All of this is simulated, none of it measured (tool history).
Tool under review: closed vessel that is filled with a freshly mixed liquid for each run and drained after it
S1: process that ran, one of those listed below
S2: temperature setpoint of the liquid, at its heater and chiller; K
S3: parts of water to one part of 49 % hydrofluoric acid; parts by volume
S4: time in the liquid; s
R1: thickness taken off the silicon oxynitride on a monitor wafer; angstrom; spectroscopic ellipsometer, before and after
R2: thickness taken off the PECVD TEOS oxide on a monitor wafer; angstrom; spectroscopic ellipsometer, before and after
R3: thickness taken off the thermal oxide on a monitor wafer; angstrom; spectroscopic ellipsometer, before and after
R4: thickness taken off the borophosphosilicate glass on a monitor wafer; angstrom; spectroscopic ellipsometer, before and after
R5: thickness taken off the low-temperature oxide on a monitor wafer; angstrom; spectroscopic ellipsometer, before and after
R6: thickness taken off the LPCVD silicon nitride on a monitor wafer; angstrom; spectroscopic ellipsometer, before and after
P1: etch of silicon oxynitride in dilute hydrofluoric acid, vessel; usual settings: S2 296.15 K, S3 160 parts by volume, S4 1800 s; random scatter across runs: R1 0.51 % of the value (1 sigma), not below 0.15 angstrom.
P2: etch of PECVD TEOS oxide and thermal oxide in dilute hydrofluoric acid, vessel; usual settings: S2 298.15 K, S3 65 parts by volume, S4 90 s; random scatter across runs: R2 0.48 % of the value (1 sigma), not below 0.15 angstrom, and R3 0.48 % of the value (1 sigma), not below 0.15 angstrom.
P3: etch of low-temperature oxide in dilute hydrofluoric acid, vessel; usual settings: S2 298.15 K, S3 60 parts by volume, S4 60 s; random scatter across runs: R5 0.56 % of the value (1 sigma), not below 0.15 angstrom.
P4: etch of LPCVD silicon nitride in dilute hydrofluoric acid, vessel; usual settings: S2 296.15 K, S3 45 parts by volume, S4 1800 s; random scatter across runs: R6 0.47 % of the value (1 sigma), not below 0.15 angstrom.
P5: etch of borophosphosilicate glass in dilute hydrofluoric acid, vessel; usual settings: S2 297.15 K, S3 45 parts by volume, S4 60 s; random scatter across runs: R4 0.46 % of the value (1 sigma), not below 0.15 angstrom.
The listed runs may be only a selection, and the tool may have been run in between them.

run	hour	S1	S2	S3	S4	R1	R2	R3	R4	R5	R6
1	12.0	P1	296.15	160	1800	380.38					
2	20.1	P2	305.65	65	90		455.76	96.539			
3	30.5	P1	296.15	160	1800	383.73					
4	37.2	P5	297.15	45	30				307.47		
# hour 40.3: hydrofluoric acid flow meter replaced
5	42.9	P3	298.15	60	60					292.80	
6	48.9	P4	296.15	45	265						29.10
7	60.4	P1	296.15	160	1800	383.48					
8	72.2	P4	296.15	45	1800						199.66
9	83.5	P4	304.15	45	1800						332.81
10	94.8	P1	296.15	160	2715	572.96					
11	100.7	P1	296.15	80	1800	818.60					
12	113.1	P1	291.15	160	1800	300.47					
13	124.7	P5	297.15	20	60				1421.10		
14	132.5	P1	296.15	245	1800	235.86					
15	143.7	P1	296.15	160	600	127.07					
16	156.0	P5	293.65	45	60				523.70		
17	161.6	P1	302.15	160	1800	495.15					
18	169.3	P2	298.15	105	90		201.19	41.975			
19	180.9	P3	298.15	60	60					290.22	
20	187.8	P3	298.15	60	30					144.71	
21	199.0	P2	298.15	65	155		583.00	123.890			
22	206.6	P1	296.15	60	2665	1635.00					
23	217.2	P4	296.15	45	1800						198.48
24	225.7	P1	296.15	160	1800	380.30					
25	234.5	P3	298.15	20	60					927.36	
26	242.9	P5	297.15	45	60				611.27		
27	253.6	P4	296.15	20	1800						433.36
28	261.4	P1	301.65	160	2995	816.76					
29	269.8	P3	293.65	60	60					239.75	
30	282.0	P2	298.15	65	90		338.47	71.437			
31	289.5	P2	298.15	65	90		336.53	71.961			
32	298.2	P1	296.15	160	1800	380.79					

What will run 33 give?
33	310.4	P1	296.15	160	1800	?					

Run 33 yielded R1 367.93 angstrom.
